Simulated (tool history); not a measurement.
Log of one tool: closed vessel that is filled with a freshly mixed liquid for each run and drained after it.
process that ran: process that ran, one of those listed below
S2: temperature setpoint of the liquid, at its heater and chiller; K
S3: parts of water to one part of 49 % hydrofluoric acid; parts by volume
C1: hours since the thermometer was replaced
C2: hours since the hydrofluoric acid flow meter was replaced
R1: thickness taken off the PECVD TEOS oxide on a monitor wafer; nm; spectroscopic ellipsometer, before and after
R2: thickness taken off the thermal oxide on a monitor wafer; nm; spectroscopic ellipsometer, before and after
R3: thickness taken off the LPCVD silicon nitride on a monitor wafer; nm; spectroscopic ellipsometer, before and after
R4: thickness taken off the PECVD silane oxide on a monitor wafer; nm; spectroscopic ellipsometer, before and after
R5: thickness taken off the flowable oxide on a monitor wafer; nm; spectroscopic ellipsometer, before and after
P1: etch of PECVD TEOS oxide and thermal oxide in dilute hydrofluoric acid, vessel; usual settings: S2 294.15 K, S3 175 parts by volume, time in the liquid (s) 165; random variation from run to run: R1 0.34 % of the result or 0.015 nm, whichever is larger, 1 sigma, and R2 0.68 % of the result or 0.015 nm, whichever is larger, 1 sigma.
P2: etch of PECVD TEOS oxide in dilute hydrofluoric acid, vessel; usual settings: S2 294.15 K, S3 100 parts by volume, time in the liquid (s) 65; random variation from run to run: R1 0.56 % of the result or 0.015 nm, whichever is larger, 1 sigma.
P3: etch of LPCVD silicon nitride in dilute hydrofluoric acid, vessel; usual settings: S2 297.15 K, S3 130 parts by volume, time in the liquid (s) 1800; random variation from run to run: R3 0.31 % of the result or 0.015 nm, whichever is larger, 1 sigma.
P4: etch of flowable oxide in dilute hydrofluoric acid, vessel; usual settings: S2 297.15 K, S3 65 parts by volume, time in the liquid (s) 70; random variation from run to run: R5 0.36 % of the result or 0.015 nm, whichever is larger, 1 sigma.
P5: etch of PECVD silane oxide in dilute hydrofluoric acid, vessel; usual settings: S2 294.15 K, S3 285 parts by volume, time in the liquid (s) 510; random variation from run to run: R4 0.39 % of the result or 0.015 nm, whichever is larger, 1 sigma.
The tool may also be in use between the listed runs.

Run 1, hour 6.4: process that ran P1, S2 294.15 K, S3 175 parts by volume, time in the liquid (s) 165; C1 496.8; C2 822.6. Result: R1 7.4479 nm, R2 3.6283 nm.
Run 2, hour 11.4: process that ran P3, S2 297.15 K, S3 130 parts by volume, time in the liquid (s) 2985; C1 501.8; C2 827.6. Result: R3 10.39 nm.
Run 3, hour 17.6: process that ran P2, S2 294.15 K, S3 100 parts by volume, time in the liquid (s) 65; C1 508; C2 833.8. Result: R1 8.0334 nm.
At hour 18.6: thermometer replaced.
At hour 20.7: hydrofluoric acid flow meter replaced.
Run 4, hour 21.5: process that ran P2, S2 290.15 K, S3 100 parts by volume, time in the liquid (s) 65; C1 2.9; C2 0.9. Result: R1 6.8034 nm.
Run 5, hour 28.2: process that ran P5, S2 294.15 K, S3 285 parts by volume, time in the liquid (s) 230; C1 9.6; C2 7.6. Result: R4 17.511 nm.
Run 6, hour 32.9: process that ran P3, S2 297.15 K, S3 70 parts by volume, time in the liquid (s) 1800; C1 14.3; C2 12.3. Result: R3 11.506 nm.
Run 7, hour 38.7: process that ran P1, S2 290.15 K, S3 75 parts by volume, time in the liquid (s) 165; C1 20.1; C2 18.1. Result: R1 16.421 nm, R2 8 nm.
Run 8, hour 44.3: process that ran P1, S2 294.15 K, S3 175 parts by volume, time in the liquid (s) 165; C1 25.7; C2 23.7. Result: R1 7.5157 nm, R2 3.6767 nm.
Run 9, hour 48.1: process that ran P1, S2 294.15 K, S3 175 parts by volume, time in the liquid (s) 165; C1 29.5; C2 27.5. Result: R1 7.4776 nm, R2 3.6692 nm.
Run 10, hour 53.1: process that ran P1, S2 294.15 K, S3 175 parts by volume, time in the liquid (s) 165; C1 34.5; C2 32.5. Result: R1 7.4741 nm, R2 3.6466 nm.
Run 11, hour 56.8: process that ran P1, S2 302.15 K, S3 175 parts by volume, time in the liquid (s) 165; C1 38.2; C2 36.2. Result: R1 10.014 nm, R2 4.8983 nm.
Run 12, hour 60.3: process that ran P1, S2 290.15 K, S3 175 parts by volume, time in the liquid (s) 165; C1 41.7; C2 39.7. Result: R1 6.3492 nm, R2 3.1572 nm.
Run 13, hour 67: process that ran P2, S2 294.15 K, S3 100 parts by volume, time in the liquid (s) 30; C1 48.4; C2 46.4. Result: R1 3.704 nm.
Run 14, hour 72.8: process that ran P1, S2 294.15 K, S3 325 parts by volume, time in the liquid (s) 165; C1 54.2; C2 52.2. Result: R1 3.4645 nm, R2 1.7281 nm.
Run 15, hour 80.6: process that ran P1, S2 290.65 K, S3 175 parts by volume, time in the liquid (s) 55; C1 62; C2 60. Result: R1 2.1616 nm, R2 1.0727 nm.
Run 16, hour 87.6: process that ran P5, S2 294.15 K, S3 390 parts by volume, time in the liquid (s) 510; C1 69; C2 67. Result: R4 26.077 nm.
Run 17, hour 92.5: process that ran P4, S2 297.15 K, S3 65 parts by volume, time in the liquid (s) 70; C1 73.9; C2 71.9. Result: R5 45.67 nm.
Run 18, hour 99.6: process that ran P4, S2 297.15 K, S3 110 parts by volume, time in the liquid (s) 70; C1 81; C2 79. Result: R5 25.472 nm.
Run 19, hour 104.4: process that ran P3, S2 297.15 K, S3 130 parts by volume, time in the liquid (s) 1800; C1 85.8; C2 83.8. Result: R3 6.2688 nm.
Run 20, hour 108: process that ran P5, S2 294.15 K, S3 285 parts by volume, time in the liquid (s) 510; C1 89.4; C2 87.4. Result: R4 38.955 nm.
Run 21, hour 114.5: process that ran P2, S2 294.15 K, S3 50 parts by volume, time in the liquid (s) 65; C1 95.9; C2 93.9. Result: R1 17.118 nm.
Run 22, hour 118.5: process that ran P1, S2 294.15 K, S3 175 parts by volume, time in the liquid (s) 165; C1 99.9; C2 97.9. Result: R1 7.4442 nm, R2 3.6797 nm.
Run 23, hour 122.3: process that ran P5, S2 290.15 K, S3 285 parts by volume, time in the liquid (s) 510; C1 103.7; C2 101.7. Result: R4 33.506 nm.
Run 24, hour 127.1: process that ran P3, S2 297.15 K, S3 130 parts by volume, time in the liquid (s) 1800; C1 108.5; C2 106.5. Result: R3 6.2879 nm.
Run 25, hour 131.9: process that ran P5, S2 294.15 K, S3 285 parts by volume, time in the liquid (s) 510; C1 113.3; C2 111.3. Result: R4 39.038 nm.
Run 26, hour 136.1: process that ran P4, S2 291.15 K, S3 65 parts by volume, time in the liquid (s) 70; C1 117.5; C2 115.5. Result: R5 35.44 nm.
Run 27, hour 143.7: process that ran P1, S2 294.15 K, S3 175 parts by volume, time in the liquid (s) 295; C1 125.1; C2 123.1. Result: R1 13.297 nm, R2 6.5884 nm.
Run 28, hour 151: process that ran P3, S2 290.15 K, S3 130 parts by volume, time in the liquid (s) 1800; C1 132.4; C2 130.4. Result: R3 3.9348 nm.
Run 29, hour 155.2: process that ran P2, S2 294.15 K, S3 100 parts by volume, time in the liquid (s) 65; C1 136.6; C2 134.6. Result: R1 8.1224 nm.
Run 30, hour 162.4: process that ran P1, S2 294.15 K, S3 85 parts by volume, time in the liquid (s) 165; C1 143.8; C2 141.8. Result: R1 16.932 nm, R2 8.3966 nm.
Run 31, hour 166.1: process that ran P4, S2 297.15 K, S3 65 parts by volume, time in the liquid (s) 120; C1 147.5; C2 145.5. Result: R5 77.494 nm.
Run 32, hour 173.8: process that ran P4, S2 297.15 K, S3 65 parts by volume, time in the liquid (s) 70; C1 155.2; C2 153.2. Result: R5 45.468 nm.
Run 33, hour 177.9: process that ran P1, S2 294.15 K, S3 175 parts by volume, time in the liquid (s) 30; C1 159.3; C2 157.3. Result: R1 1.3573 nm, R2 0.68469 nm.
Run 34, hour 185: process that ran P1, S2 294.15 K, S3 175 parts by volume, time in the liquid (s) 165; C1 166.4; C2 164.4. Result: R1 7.431 nm, R2 3.5753 nm.
Run 35, hour 191.6: process that ran P1, S2 294.15 K, S3 175 parts by volume, time in the liquid (s) 165; C1 173; C2 171. Result: R1 7.634 nm, R2 3.7205 nm.
Run 36, hour 196.1: process that ran P1, S2 294.15 K, S3 175 parts by volume, time in the liquid (s) 165; C1 177.5; C2 175.5. Result: R1 7.6648 nm, R2 3.8058 nm.
Run 37, hour 201.3: process that ran P1, S2 294.15 K, S3 175 parts by volume, time in the liquid (s) 165; C1 182.7; C2 180.7. Result: R1 7.6878 nm, R2 3.8062 nm.
Run 38, hour 204.9: process that ran P1, S2 294.15 K, S3 175 parts by volume, time in the liquid (s) 165; C1 186.3; C2 184.3. Result: R1 7.849 nm, R2 3.7978 nm.
Run 39, hour 209.7: process that ran P1, S2 294.15 K, S3 175 parts by volume, time in the liquid (s) 165; C1 191.1; C2 189.1. Result: R1 7.8106 nm, R2 3.8611 nm.
Run 40, hour 216.2: process that ran P1, S2 294.15 K, S3 175 parts by volume, time in the liquid (s) 165; C1 197.6; C2 195.6. Result: R1 7.826 nm, R2 3.8052 nm.
Run 41, hour 220.1: process that ran P1, S2 294.15 K, S3 175 parts by volume, time in the liquid (s) 165; C1 201.5; C2 199.5. Result: R1 7.8099 nm, R2 3.8556 nm.
Run 42, hour 223.7: process that ran P1, S2 294.15 K, S3 175 parts by volume, time in the liquid (s) 165; C1 205.1; C2 203.1. Result: R1 7.8881 nm, R2 3.87 nm.
Run 43, hour 227.2: process that ran P1, S2 294.15 K, S3 175 parts by volume, time in the liquid (s) 165; C1 208.6; C2 206.6. Result: R1 7.8463 nm, R2 3.8203 nm.
Run 44, hour 234.3: process that ran P1, S2 294.15 K, S3 175 parts by volume, time in the liquid (s) 165; C1 215.7; C2 213.7. Result: R1 7.876 nm, R2 3.8707 nm.

What P1 gives has crept away from where it was. These 2 causes fit the log equally well, each at the size given:
A: liquid hotter than its thermometer reads (K) = 1.38
B: hydrofluoric acid flow above the setpoint (%) = 4.6
The creep began at about hour 185.

4 check runs are offered, one wafer each, their results left as question marks. Which one tells the causes apart?
Run check 1, hour 241.4: process that ran P2, S2 294.15 K, S3 100 parts by volume, time in the liquid (s) 65. Result: R1 ?.
Run check 2, hour 241.4: process that ran P4, S2 297.15 K, S3 65 parts by volume, time in the liquid (s) 70. Result: R5 ?.
Run check 3, hour 241.4: process that ran P3, S2 297.15 K, S3 130 parts by volume, time in the liquid (s) 1800. Result: R3 ?.
Run check 4, hour 241.4: process that ran P5, S2 294.15 K, S3 285 parts by volume, time in the liquid (s) 510. Result: R4 ?.

What each check would give under each cause:
  check  result    if A    if B
check 1      R1  8.4813  8.4324
check 2      R5  47.953  47.614
check 3      R3  6.8627  6.5623
check 4      R4  41.101  41.384
How far apart the two closest causes lie, in the result that separates them most: check 1 0.58 %; check 2 0.71 %; check 3 4.48 %; check 4 0.69 %
Check 3 tells the causes apart: in the others they would give nearly the same result.

Then check 3 was run and gave: R3 6.5704 nm. Which cause is it?

It is B: hydrofluoric acid flow above the setpoint (%).

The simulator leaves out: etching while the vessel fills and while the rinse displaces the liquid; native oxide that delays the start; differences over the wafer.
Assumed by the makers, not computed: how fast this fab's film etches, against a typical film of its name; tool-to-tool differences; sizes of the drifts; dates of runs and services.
